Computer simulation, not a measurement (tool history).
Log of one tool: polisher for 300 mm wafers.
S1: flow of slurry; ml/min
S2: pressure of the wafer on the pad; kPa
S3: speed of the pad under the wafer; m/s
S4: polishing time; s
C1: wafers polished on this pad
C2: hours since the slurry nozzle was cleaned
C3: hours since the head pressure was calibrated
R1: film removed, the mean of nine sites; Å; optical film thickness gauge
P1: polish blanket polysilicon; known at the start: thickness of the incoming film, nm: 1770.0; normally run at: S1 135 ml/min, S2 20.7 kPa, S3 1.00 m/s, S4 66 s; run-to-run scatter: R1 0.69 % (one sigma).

run,day,S1,S2,S3,S4,C1,C2,C3,R1
1,0.125,135,20.7,1.00,66,175,144.8,404.5,5896.3
2,0.275,135,20.7,0.52,66,214,148.4,408.1,3063.6
3,0.483,135,20.7,1.00,66,268,153.4,413.1,5869.3
4,0.688,135,13.8,1.00,66,322,158.3,418.0,3920.4
5,0.783,135,20.7,1.00,66,347,160.6,420.3,5911.1
6,0.888,165,29.0,1.00,66,374,163.1,422.8,8582.8
# day 1.008: worn pad replaced by a new one
7,1.017,80,20.7,1.00,66,2,166.2,425.9,5158.2
8,1.171,190,20.7,1.00,66,43,169.9,429.6,6259.2
9,1.296,100,20.7,1.00,88,75,172.9,432.6,7379.8
10,1.433,135,20.7,1.00,93,111,176.2,435.9,8306.4
11,1.529,135,20.7,1.00,46,136,178.5,438.2,4058.8
12,1.638,135,32.4,1.00,66,165,181.1,440.8,9246.0
13,1.746,135,20.7,1.00,66,193,183.7,443.4,5879.1
14,1.842,135,20.7,1.36,66,218,186.0,445.7,7976.7

Run 15 comes next. What will it give?
15,2.029,165,13.1,1.00,66,267,190.5,450.2,?

R1: 3854.6 Å
